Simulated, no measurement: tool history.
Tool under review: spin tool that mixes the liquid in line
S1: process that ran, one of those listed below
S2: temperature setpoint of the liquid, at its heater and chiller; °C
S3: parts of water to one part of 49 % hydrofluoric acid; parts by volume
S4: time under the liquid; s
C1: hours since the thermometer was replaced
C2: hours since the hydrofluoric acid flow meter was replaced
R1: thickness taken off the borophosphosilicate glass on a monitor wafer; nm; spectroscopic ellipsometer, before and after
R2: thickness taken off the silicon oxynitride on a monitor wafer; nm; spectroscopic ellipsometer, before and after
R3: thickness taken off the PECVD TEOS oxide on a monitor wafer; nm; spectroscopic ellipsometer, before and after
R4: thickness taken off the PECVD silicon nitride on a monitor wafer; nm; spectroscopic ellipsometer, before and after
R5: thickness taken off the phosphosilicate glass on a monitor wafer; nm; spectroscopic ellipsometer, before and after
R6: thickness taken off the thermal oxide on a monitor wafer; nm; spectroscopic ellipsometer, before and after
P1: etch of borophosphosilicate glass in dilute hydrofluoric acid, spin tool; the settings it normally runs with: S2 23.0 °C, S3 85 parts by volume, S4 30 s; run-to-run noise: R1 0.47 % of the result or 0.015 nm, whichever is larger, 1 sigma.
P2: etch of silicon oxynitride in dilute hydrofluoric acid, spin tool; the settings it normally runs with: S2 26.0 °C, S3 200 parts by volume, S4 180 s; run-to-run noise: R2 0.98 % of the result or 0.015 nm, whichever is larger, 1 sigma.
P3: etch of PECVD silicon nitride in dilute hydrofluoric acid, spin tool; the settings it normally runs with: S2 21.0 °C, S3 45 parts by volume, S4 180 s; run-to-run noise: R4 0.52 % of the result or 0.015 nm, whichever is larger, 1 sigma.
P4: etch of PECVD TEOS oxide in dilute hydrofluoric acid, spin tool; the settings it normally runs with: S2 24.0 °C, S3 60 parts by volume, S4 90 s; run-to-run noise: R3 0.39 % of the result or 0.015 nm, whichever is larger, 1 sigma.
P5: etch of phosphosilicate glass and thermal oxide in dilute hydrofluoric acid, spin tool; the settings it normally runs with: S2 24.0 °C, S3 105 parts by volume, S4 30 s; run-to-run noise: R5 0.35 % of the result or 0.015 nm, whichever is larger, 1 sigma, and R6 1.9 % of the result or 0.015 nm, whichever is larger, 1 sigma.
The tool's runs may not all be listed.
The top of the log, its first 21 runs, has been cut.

Run 22, hour 219.9: S1 P5, S2 17.0 °C, S3 105 parts by volume, S4 30 s; C1 1601.7; C2 177.7. Result: R5 33.724 nm, R6 1.0329 nm.
Run 23, hour 229.4: S1 P4, S2 24.0 °C, S3 60 parts by volume, S4 15 s; C1 1611.2; C2 187.2. Result: R3 2.7186 nm.
Run 24, hour 237.2: S1 P1, S2 26.5 °C, S3 40 parts by volume, S4 30 s; C1 1619.0; C2 195.0. Result: R1 41.1870 nm.
Run 25, hour 245.8: S1 P3, S2 21.0 °C, S3 45 parts by volume, S4 180 s; C1 1627.6; C2 203.6. Result: R4 14.5690 nm.
Run 26, hour 252.9: S1 P2, S2 26.0 °C, S3 200 parts by volume, S4 300 s; C1 1634.7; C2 210.7. Result: R2 4.0355 nm.
Run 27, hour 266.2: S1 P4, S2 18.0 °C, S3 60 parts by volume, S4 90 s; C1 1648.0; C2 224.0. Result: R3 12.5990 nm.
Run 28, hour 279.9: S1 P1, S2 23.0 °C, S3 85 parts by volume, S4 30 s; C1 1661.7; C2 237.7. Result: R1 15.7000 nm.
Run 29, hour 289.0: S1 P5, S2 24.0 °C, S3 105 parts by volume, S4 30 s; C1 1670.8; C2 246.8. Result: R5 44.478 nm, R6 1.4062 nm.
Run 30, hour 298.9: S1 P1, S2 31.0 °C, S3 85 parts by volume, S4 30 s; C1 1680.7; C2 256.7. Result: R1 21.3400 nm.
Run 31, hour 312.5: S1 P1, S2 23.0 °C, S3 85 parts by volume, S4 30 s; C1 1694.3; C2 270.3. Result: R1 15.7020 nm.
Run 32, hour 318.6: S1 P1, S2 23.0 °C, S3 85 parts by volume, S4 30 s; C1 1700.4; C2 276.4. Result: R1 16.0940 nm.

Run 33 is up next; what results do you expect?
Run 33, hour 331.3: S1 P1, S2 23.0 °C, S3 85 parts by volume, S4 30 s; C1 1713.1; C2 289.1. Result: R1 ?.

Run 33 gave R1 16.5990 nm.
